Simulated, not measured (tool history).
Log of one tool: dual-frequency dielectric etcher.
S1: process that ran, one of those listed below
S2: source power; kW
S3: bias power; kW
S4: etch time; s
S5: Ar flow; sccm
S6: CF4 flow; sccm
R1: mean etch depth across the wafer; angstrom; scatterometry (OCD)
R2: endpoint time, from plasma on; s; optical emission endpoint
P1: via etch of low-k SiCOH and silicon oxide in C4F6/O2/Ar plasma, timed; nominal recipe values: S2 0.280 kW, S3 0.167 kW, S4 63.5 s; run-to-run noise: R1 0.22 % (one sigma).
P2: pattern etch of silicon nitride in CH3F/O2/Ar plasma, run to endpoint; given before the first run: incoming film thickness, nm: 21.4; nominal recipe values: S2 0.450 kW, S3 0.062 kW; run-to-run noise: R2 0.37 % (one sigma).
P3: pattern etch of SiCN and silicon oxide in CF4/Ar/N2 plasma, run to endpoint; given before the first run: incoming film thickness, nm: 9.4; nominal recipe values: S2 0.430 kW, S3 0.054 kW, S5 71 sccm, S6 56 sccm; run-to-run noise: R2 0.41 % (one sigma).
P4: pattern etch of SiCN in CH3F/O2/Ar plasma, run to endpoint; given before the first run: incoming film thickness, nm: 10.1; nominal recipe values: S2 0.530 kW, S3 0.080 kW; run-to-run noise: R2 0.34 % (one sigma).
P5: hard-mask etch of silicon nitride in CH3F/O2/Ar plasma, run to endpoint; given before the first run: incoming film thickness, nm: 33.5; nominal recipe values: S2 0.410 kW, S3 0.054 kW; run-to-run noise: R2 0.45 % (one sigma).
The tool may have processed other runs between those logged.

run,hour,S1,S2,S3,S4,S5,S6,R1,R2
1,17.0,P1,0.280,0.167,63.5,,,1424.5,
2,27.5,P2,0.450,0.042,,,,,36.0740
3,38.2,P1,0.220,0.167,63.5,,,1305.8,
4,47.6,P1,0.280,0.167,92.5,,,2084.0,
5,60.0,P4,0.660,0.080,,,,,21.8350
6,70.3,P4,0.530,0.080,,,,,23.7950
7,79.5,P2,0.450,0.062,,,,,32.0860
# hour 89.5: bias power generator calibrated
8,93.0,P4,0.530,0.113,,,,,21.0470
9,109.8,P1,0.280,0.167,63.5,,,1430.0,
10,122.8,P3,0.430,0.054,,71,67,,11.8330
11,132.0,P3,0.430,0.054,,71,56,,12.0850
12,142.5,P5,0.410,0.054,,,,,53.1460
13,157.8,P3,0.540,0.054,,71,56,,9.9086
14,170.1,P1,0.360,0.167,63.5,,,1577.4,
15,178.3,P1,0.280,0.167,63.5,,,1426.8,
16,188.2,P5,0.260,0.054,,,,,62.7510
17,204.9,P5,0.410,0.073,,,,,47.4320
18,221.6,P3,0.430,0.054,,71,56,,12.1610
19,237.0,P3,0.430,0.035,,71,56,,13.7520
# hour 243.9: source power generator calibrated
20,255.1,P1,0.280,0.128,63.5,,,1317.3,
21,264.3,P1,0.230,0.167,35.0,,,728.4,
22,280.3,P1,0.280,0.167,45.5,,,1018.6,
23,290.2,P1,0.280,0.167,63.5,,,1433.9,
24,306.7,P1,0.280,0.235,63.5,,,1603.2,
25,323.4,P2,0.360,0.062,,,,,34.8580
26,332.5,P2,0.450,0.062,,,,,32.0090
27,348.8,P1,0.280,0.167,63.5,,,1432.2,
28,361.3,P3,0.430,0.054,,95,56,,12.7650
29,375.5,P5,0.410,0.054,,,,,53.0320
30,385.6,P1,0.280,0.167,63.5,,,1421.0,
31,396.4,P1,0.280,0.167,63.5,,,1435.8,
32,414.4,P1,0.280,0.167,63.5,,,1446.8,
33,431.4,P1,0.280,0.167,63.5,,,1450.4,
# hour 445.4: wet clean of the chamber
34,448.9,P1,0.280,0.167,63.5,,,1448.7,
35,461.8,P1,0.280,0.167,63.5,,,1449.3,
36,474.5,P1,0.280,0.167,63.5,,,1451.5,

The output of P1 has drifted from where it used to be. Each of the 2 causes below, taken at the size shown beside it, accounts for the log equally well:
A: source power that arrives over what is set, % = 3.9
B: bias power that arrives over what is set, % = 4.75
The creep began at about hour 385.6.
All other causes, with the reason each is excluded:
chamber walls in a state that raises the etch rate, %: serviced at hour 445.4, after the change had begun; the process did not return to its earlier output

Which of the check runs below tells the causes apart, meaning the causes would give it clearly different results? Each run uses 2 wafers whose results are averaged, and each result is shown as a question mark.
check 1,487.2,P4,0.530,0.108,,,,,?
check 2,487.2,P3,0.430,0.036,,71,65,,?
check 3,487.2,P5,0.260,0.070,,,,,?
check 4,487.2,P2,0.450,0.042,,,,,?

Check results expected under each cause:
check,result,if A,if B
check 1,R2,21.0180,20.9470
check 2,R2,12.8870,13.1740
check 3,R2,56.7040,56.5910
check 4,R2,35.7250,35.7750
Minimum pairwise separation of causes per check, each pair taken at its best-separating result: check 1 0.34 %; check 2 2.2 %; check 3 0.2 %; check 4 0.14 %
Of the check runs offered, only check 2 discriminates between the causes; the rest would read about the same regardless of which cause applies.

After running check 2, the following was obtained: R2 13.1730 s. Which cause does this point to?

The cause is B: bias power that arrives over what is set, %.

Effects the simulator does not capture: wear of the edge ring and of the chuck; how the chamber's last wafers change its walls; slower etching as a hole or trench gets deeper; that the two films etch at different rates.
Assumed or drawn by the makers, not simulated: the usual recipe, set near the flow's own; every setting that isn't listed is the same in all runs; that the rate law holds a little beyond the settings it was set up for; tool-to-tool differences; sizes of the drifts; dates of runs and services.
